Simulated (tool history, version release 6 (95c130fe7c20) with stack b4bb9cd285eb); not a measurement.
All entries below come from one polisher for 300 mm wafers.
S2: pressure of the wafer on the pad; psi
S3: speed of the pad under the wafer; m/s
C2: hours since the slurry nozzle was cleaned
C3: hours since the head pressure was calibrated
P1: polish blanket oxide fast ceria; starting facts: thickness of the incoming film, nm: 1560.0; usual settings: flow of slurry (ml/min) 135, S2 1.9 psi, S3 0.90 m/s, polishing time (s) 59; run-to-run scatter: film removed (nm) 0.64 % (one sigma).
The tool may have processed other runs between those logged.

run 1 hour=14.4 | flow_of_slurry_(ml/min)=135 S2=1.9 S3=0.90 polishing_time_(s)=59 | wafers_polished_on_this_pad=394 C2=316.8 C3=689.5 | film_removed_(nm)=583.28
run 2 hour=27.2 | flow_of_slurry_(ml/min)=135 S2=1.9 S3=1.16 polishing_time_(s)=59 | wafers_polished_on_this_pad=486 C2=329.6 C3=702.3 | film_removed_(nm)=765.75
run 3 hour=40.6 | flow_of_slurry_(ml/min)=135 S2=1.9 S3=0.90 polishing_time_(s)=30 | wafers_polished_on_this_pad=582 C2=343.0 C3=715.7 | film_removed_(nm)=298.71
run 4 hour=50.4 | flow_of_slurry_(ml/min)=135 S2=2.4 S3=0.90 polishing_time_(s)=59 | wafers_polished_on_this_pad=653 C2=352.8 C3=725.5 | film_removed_(nm)=750.64
-- hour=53.0 head pressure recalibrated
run 5 hour=63.1 | flow_of_slurry_(ml/min)=135 S2=1.9 S3=0.90 polishing_time_(s)=76 | wafers_polished_on_this_pad=744 C2=365.5 C3=10.1 | film_removed_(nm)=754.71
run 6 hour=70.8 | flow_of_slurry_(ml/min)=80 S2=1.9 S3=0.44 polishing_time_(s)=59 | wafers_polished_on_this_pad=800 C2=373.2 C3=17.8 | film_removed_(nm)=251.40
run 7 hour=85.9 | flow_of_slurry_(ml/min)=135 S2=1.9 S3=0.90 polishing_time_(s)=59 | wafers_polished_on_this_pad=908 C2=388.3 C3=32.9 | film_removed_(nm)=591.00
run 8 hour=98.3 | flow_of_slurry_(ml/min)=165 S2=1.9 S3=0.90 polishing_time_(s)=59 | wafers_polished_on_this_pad=997 C2=400.7 C3=45.3 | film_removed_(nm)=605.72
run 9 hour=110.0 | flow_of_slurry_(ml/min)=135 S2=1.9 S3=0.90 polishing_time_(s)=59 | wafers_polished_on_this_pad=1082 C2=412.4 C3=57.0 | film_removed_(nm)=597.23
run 10 hour=126.6 | flow_of_slurry_(ml/min)=135 S2=1.9 S3=0.90 polishing_time_(s)=59 | wafers_polished_on_this_pad=1201 C2=429.0 C3=73.6 | film_removed_(nm)=585.39
run 11 hour=141.6 | flow_of_slurry_(ml/min)=135 S2=0.9 S3=0.90 polishing_time_(s)=59 | wafers_polished_on_this_pad=1309 C2=444.0 C3=88.6 | film_removed_(nm)=278.25
run 12 hour=152.4 | flow_of_slurry_(ml/min)=135 S2=1.9 S3=0.90 polishing_time_(s)=59 | wafers_polished_on_this_pad=1387 C2=454.8 C3=99.4 | film_removed_(nm)=589.25
run 13 hour=163.9 | flow_of_slurry_(ml/min)=135 S2=1.9 S3=0.90 polishing_time_(s)=59 | wafers_polished_on_this_pad=1469 C2=466.3 C3=110.9 | film_removed_(nm)=593.34
run 14 hour=171.6 | flow_of_slurry_(ml/min)=135 S2=1.9 S3=0.40 polishing_time_(s)=59 | wafers_polished_on_this_pad=1525 C2=474.0 C3=118.6 | film_removed_(nm)=265.38
run 15 hour=185.6 | flow_of_slurry_(ml/min)=90 S2=1.9 S3=0.90 polishing_time_(s)=59 | wafers_polished_on_this_pad=1625 C2=488.0 C3=132.6 | film_removed_(nm)=539.79
run 16 hour=194.6 | flow_of_slurry_(ml/min)=135 S2=1.9 S3=0.90 polishing_time_(s)=59 | wafers_polished_on_this_pad=1690 C2=497.0 C3=141.6 | film_removed_(nm)=588.72
run 17 hour=211.6 | flow_of_slurry_(ml/min)=135 S2=1.9 S3=0.90 polishing_time_(s)=59 | wafers_polished_on_this_pad=1813 C2=514.0 C3=158.6 | film_removed_(nm)=567.19
run 18 hour=227.8 | flow_of_slurry_(ml/min)=135 S2=1.9 S3=0.90 polishing_time_(s)=59 | wafers_polished_on_this_pad=1929 C2=530.2 C3=174.8 | film_removed_(nm)=550.69
run 19 hour=236.4 | flow_of_slurry_(ml/min)=135 S2=1.9 S3=0.90 polishing_time_(s)=59 | wafers_polished_on_this_pad=1991 C2=538.8 C3=183.4 | film_removed_(nm)=548.82
run 20 hour=245.4 | flow_of_slurry_(ml/min)=135 S2=1.9 S3=0.90 polishing_time_(s)=59 | wafers_polished_on_this_pad=2056 C2=547.8 C3=192.4 | film_removed_(nm)=541.03
-- hour=255.3 worn pad replaced by a new one
run 21 hour=260.6 | flow_of_slurry_(ml/min)=135 S2=1.9 S3=0.90 polishing_time_(s)=59 | wafers_polished_on_this_pad=38 C2=563.0 C3=207.6 | film_removed_(nm)=532.58
run 22 hour=274.2 | flow_of_slurry_(ml/min)=135 S2=1.9 S3=0.90 polishing_time_(s)=59 | wafers_polished_on_this_pad=136 C2=576.6 C3=221.2 | film_removed_(nm)=531.45
run 23 hour=291.1 | flow_of_slurry_(ml/min)=135 S2=1.9 S3=0.90 polishing_time_(s)=59 | wafers_polished_on_this_pad=257 C2=593.5 C3=238.1 | film_removed_(nm)=529.14

P1 no longer gives what it gave before; its output has crept away from where it was. The following 2 causes, each at its listed size, fit the log equally well:
A: head's pressure below its setpoint, % = 9.59
B: slurry flow missing at the pad, % = 35.1
The drift started at roughly hour 194.6.
Every other cause this tool's parts could produce, and why it does not fit the log:
removal rate lost through wear of the pad, %: its service at hour 255.3 followed the start of the drift and did not put the process back to its old value

Consider the 4 check runs below, whose results appear as question marks and each of which averages 2 wafers. Which one distinguishes the causes, in that each cause would give it a clearly different result?
run check 1 hour=308.0 | flow_of_slurry_(ml/min)=135 S2=1.3 S3=0.90 polishing_time_(s)=59 | film_removed_(nm)=?
run check 2 hour=308.0 | flow_of_slurry_(ml/min)=135 S2=1.9 S3=0.90 polishing_time_(s)=73 | film_removed_(nm)=?
run check 3 hour=308.0 | flow_of_slurry_(ml/min)=95 S2=1.9 S3=0.90 polishing_time_(s)=59 | film_removed_(nm)=?
run check 4 hour=308.0 | flow_of_slurry_(ml/min)=135 S2=1.9 S3=0.68 polishing_time_(s)=59 | film_removed_(nm)=?

What each check would give under each cause:
check=check_1 result=film_removed_(nm) if_A=364.10 if_B=364.06
check=check_2 result=film_removed_(nm) if_A=658.41 if_B=658.35
check=check_3 result=film_removed_(nm) if_A=491.73 if_B=474.39
check=check_4 result=film_removed_(nm) if_A=402.06 if_B=402.03
Gap, in per cent, between the two causes that each check separates least, read from the result that separates them most: check 1 0.01 %; check 2 0.01 %; check 3 3.59 %; check 4 0.01 %
Check 3 distinguishes between the causes, while the remaining checks would return nearly the same result for all of them.

Here is what check 3 returned: film removed (nm) 471.35. Which cause is it?

B is the cause: slurry flow missing at the pad, %.
